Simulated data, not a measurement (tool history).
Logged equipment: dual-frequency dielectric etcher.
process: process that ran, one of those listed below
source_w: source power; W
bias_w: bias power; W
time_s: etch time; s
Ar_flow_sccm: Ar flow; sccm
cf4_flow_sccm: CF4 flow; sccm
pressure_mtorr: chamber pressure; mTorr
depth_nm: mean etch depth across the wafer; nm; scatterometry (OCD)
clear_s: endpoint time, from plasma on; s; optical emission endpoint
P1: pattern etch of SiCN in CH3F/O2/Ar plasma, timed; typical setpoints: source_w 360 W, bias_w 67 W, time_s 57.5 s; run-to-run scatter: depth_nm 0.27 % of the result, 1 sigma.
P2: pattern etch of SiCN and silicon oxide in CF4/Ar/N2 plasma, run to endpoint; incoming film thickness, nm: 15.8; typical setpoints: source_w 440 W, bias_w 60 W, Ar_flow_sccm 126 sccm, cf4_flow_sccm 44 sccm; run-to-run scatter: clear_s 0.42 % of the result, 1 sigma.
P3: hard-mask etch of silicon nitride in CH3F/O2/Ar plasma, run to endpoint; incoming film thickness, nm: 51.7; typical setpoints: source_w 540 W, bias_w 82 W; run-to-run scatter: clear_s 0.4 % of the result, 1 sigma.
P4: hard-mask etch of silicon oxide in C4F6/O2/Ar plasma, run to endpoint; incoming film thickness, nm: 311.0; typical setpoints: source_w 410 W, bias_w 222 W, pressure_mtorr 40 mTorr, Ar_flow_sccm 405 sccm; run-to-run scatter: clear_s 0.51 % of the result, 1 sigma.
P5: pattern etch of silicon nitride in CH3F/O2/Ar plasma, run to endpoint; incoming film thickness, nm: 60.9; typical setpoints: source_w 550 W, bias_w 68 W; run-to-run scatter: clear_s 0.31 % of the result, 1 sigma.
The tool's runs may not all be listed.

{"run": 1, "day": 0.425, "process": "P1", "source_w": 360, "bias_w": 67, "time_s": 57.5, "depth_nm": 19.579}
{"run": 2, "day": 0.717, "process": "P1", "source_w": 360, "bias_w": 67, "time_s": 57.5, "depth_nm": 19.65}
{"run": 3, "day": 0.933, "process": "P1", "source_w": 360, "bias_w": 67, "time_s": 57.5, "depth_nm": 19.567}
{"run": 4, "day": 1.142, "process": "P1", "source_w": 360, "bias_w": 67, "time_s": 78.5, "depth_nm": 26.732}
{"run": 5, "day": 1.442, "process": "P5", "source_w": 550, "bias_w": 68, "clear_s": 78.677}
{"run": 6, "day": 1.675, "process": "P1", "source_w": 360, "bias_w": 67, "time_s": 57.5, "depth_nm": 19.665}
{"run": 7, "day": 1.988, "process": "P2", "source_w": 620, "bias_w": 60, "Ar_flow_sccm": 126, "cf4_flow_sccm": 44, "clear_s": 16.748}
{"run": 8, "day": 2.275, "process": "P1", "source_w": 360, "bias_w": 67, "time_s": 57.5, "depth_nm": 19.635}
{"run": 9, "day": 2.625, "process": "P1", "source_w": 240, "bias_w": 53, "time_s": 57.5, "depth_nm": 15.46}
{"run": 10, "day": 2.862, "process": "P5", "source_w": 550, "bias_w": 68, "clear_s": 79.046}
{"run": 11, "day": 3.217, "process": "P1", "source_w": 360, "bias_w": 67, "time_s": 31.5, "depth_nm": 10.737}
{"run": 12, "day": 3.533, "process": "P3", "source_w": 540, "bias_w": 50, "clear_s": 73.58}
{"run": 13, "day": 3.808, "process": "P5", "source_w": 550, "bias_w": 40, "clear_s": 93.296}
{"run": 14, "day": 4.204, "process": "P2", "source_w": 440, "bias_w": 60, "Ar_flow_sccm": 126, "cf4_flow_sccm": 56, "clear_s": 21.751}
{"run": 15, "day": 4.454, "process": "P1", "source_w": 280, "bias_w": 67, "time_s": 57.5, "depth_nm": 17.807}
{"run": 16, "day": 4.758, "process": "P1", "source_w": 360, "bias_w": 95, "time_s": 57.5, "depth_nm": 22.186}
{"run": 17, "day": 5.183, "process": "P1", "source_w": 360, "bias_w": 41, "time_s": 57.5, "depth_nm": 16.674}
{"run": 18, "day": 5.488, "process": "P2", "source_w": 440, "bias_w": 60, "Ar_flow_sccm": 126, "cf4_flow_sccm": 44, "clear_s": 22.509}
{"run": 19, "day": 5.917, "process": "P4", "source_w": 410, "bias_w": 222, "Ar_flow_sccm": 405, "pressure_mtorr": 40, "clear_s": 97.702}
{"run": 20, "day": 6.25, "process": "P4", "source_w": 410, "bias_w": 222, "Ar_flow_sccm": 297, "pressure_mtorr": 40, "clear_s": 94.368}
{"run": 21, "day": 6.638, "process": "P3", "source_w": 540, "bias_w": 82, "clear_s": 62.484}
{"run": 22, "day": 6.842, "process": "P1", "source_w": 360, "bias_w": 67, "time_s": 57.5, "depth_nm": 19.543}
{"run": 23, "day": 7.121, "process": "P4", "source_w": 520, "bias_w": 222, "Ar_flow_sccm": 405, "pressure_mtorr": 40, "clear_s": 89.559}
{"run": 24, "day": 7.45, "process": "P4", "source_w": 410, "bias_w": 222, "Ar_flow_sccm": 405, "pressure_mtorr": 40, "clear_s": 97.248}
{"run": 25, "day": 7.908, "process": "P3", "source_w": 540, "bias_w": 82, "clear_s": 62.145}
{"run": 26, "day": 8.192, "process": "P2", "source_w": 440, "bias_w": 60, "Ar_flow_sccm": 74, "cf4_flow_sccm": 44, "clear_s": 20.494}
{"run": 27, "day": 8.496, "process": "P1", "source_w": 460, "bias_w": 67, "time_s": 57.5, "depth_nm": 21.346}
{"run": 28, "day": 8.892, "process": "P3", "source_w": 320, "bias_w": 82, "clear_s": 76.007}
{"run": 29, "day": 9.096, "process": "P2", "source_w": 440, "bias_w": 35, "Ar_flow_sccm": 126, "cf4_flow_sccm": 44, "clear_s": 27.282}
{"run": 30, "day": 9.296, "process": "P2", "source_w": 440, "bias_w": 60, "Ar_flow_sccm": 126, "cf4_flow_sccm": 44, "clear_s": 22.622}
{"run": 31, "day": 9.517, "process": "P1", "source_w": 450, "bias_w": 67, "time_s": 43.0, "depth_nm": 15.957}
{"run": 32, "day": 9.929, "process": "P5", "source_w": 440, "bias_w": 68, "clear_s": 86.088}
{"run": 33, "day": 10.308, "process": "P4", "source_w": 410, "bias_w": 222, "Ar_flow_sccm": 405, "pressure_mtorr": 25, "clear_s": 91.579}
{"run": 34, "day": 10.729, "process": "P4", "source_w": 410, "bias_w": 299, "Ar_flow_sccm": 405, "pressure_mtorr": 40, "clear_s": 88.256}
{"run": 35, "day": 11.067, "process": "P1", "source_w": 360, "bias_w": 67, "time_s": 57.5, "depth_nm": 19.552}
{"run": 36, "day": 11.325, "process": "P1", "source_w": 360, "bias_w": 67, "time_s": 57.5, "depth_nm": 19.517}
{"run": 37, "day": 11.717, "process": "P1", "source_w": 360, "bias_w": 67, "time_s": 57.5, "depth_nm": 19.429}
{"run": 38, "day": 12.162, "process": "P1", "source_w": 360, "bias_w": 67, "time_s": 57.5, "depth_nm": 19.375}
{"run": 39, "day": 12.462, "process": "P1", "source_w": 360, "bias_w": 67, "time_s": 57.5, "depth_nm": 19.345}
{"run": 40, "day": 12.896, "process": "P1", "source_w": 360, "bias_w": 67, "time_s": 57.5, "depth_nm": 19.349}
{"day": 13.067, "done": "wet clean of the chamber"}
{"run": 41, "day": 13.192, "process": "P1", "source_w": 360, "bias_w": 67, "time_s": 57.5, "depth_nm": 19.369}
{"run": 42, "day": 13.638, "process": "P1", "source_w": 360, "bias_w": 67, "time_s": 57.5, "depth_nm": 19.239}
{"run": 43, "day": 14.05, "process": "P1", "source_w": 360, "bias_w": 67, "time_s": 57.5, "depth_nm": 19.221}

P1 has crept away from where it was. The log is fitted equally well by each of these 2 causes, at the sizes shown:
A: bias power that arrives under what is set, % = 3.97
B: source power that arrives under what is set, % = 3.68
At approximately day 11.067, the process output began to creep.
The rest of the possible causes, and what rules out each one:
chamber walls in a state that lowers the etch rate, %: serviced at day 13.067, after the change had begun; the process did not return to its earlier output

You are offered 4 check runs, listed below with question marks in place of their results; each one averages 2 wafers. Which run separates the listed causes by giving clearly different results for each?
{"run": "check 1", "day": 14.462, "process": "P4", "source_w": 490, "bias_w": 295, "Ar_flow_sccm": 405, "pressure_mtorr": 40, "clear_s": "?"}
{"run": "check 2", "day": 14.462, "process": "P5", "source_w": 460, "bias_w": 68, "clear_s": "?"}
{"run": "check 3", "day": 14.462, "process": "P2", "source_w": 440, "bias_w": 38, "Ar_flow_sccm": 77, "cf4_flow_sccm": 44, "clear_s": "?"}
{"run": "check 4", "day": 14.462, "process": "P3", "source_w": 380, "bias_w": 52, "clear_s": "?"}

Check results expected under each cause:
check=check_1 result=clear_s if_A=83.836 if_B=83.868
check=check_2 result=clear_s if_A=85.688 if_B=85.760
check=check_3 result=clear_s if_A=24.274 if_B=24.802
check=check_4 result=clear_s if_A=84.131 if_B=84.276
Smallest distance between any two causes, each pair judged by its most separating result, in per cent: check 1 0.04 %; check 2 0.08 %; check 3 2.15 %; check 4 0.17 %
Only in check 3 would the causes give clearly different results; in the remaining checks their results would be nearly the same.

With check 3 done, the readings were: clear_s 24.345 s. Identify which of the listed causes applies.

It was cause A: bias power that arrives under what is set, %.
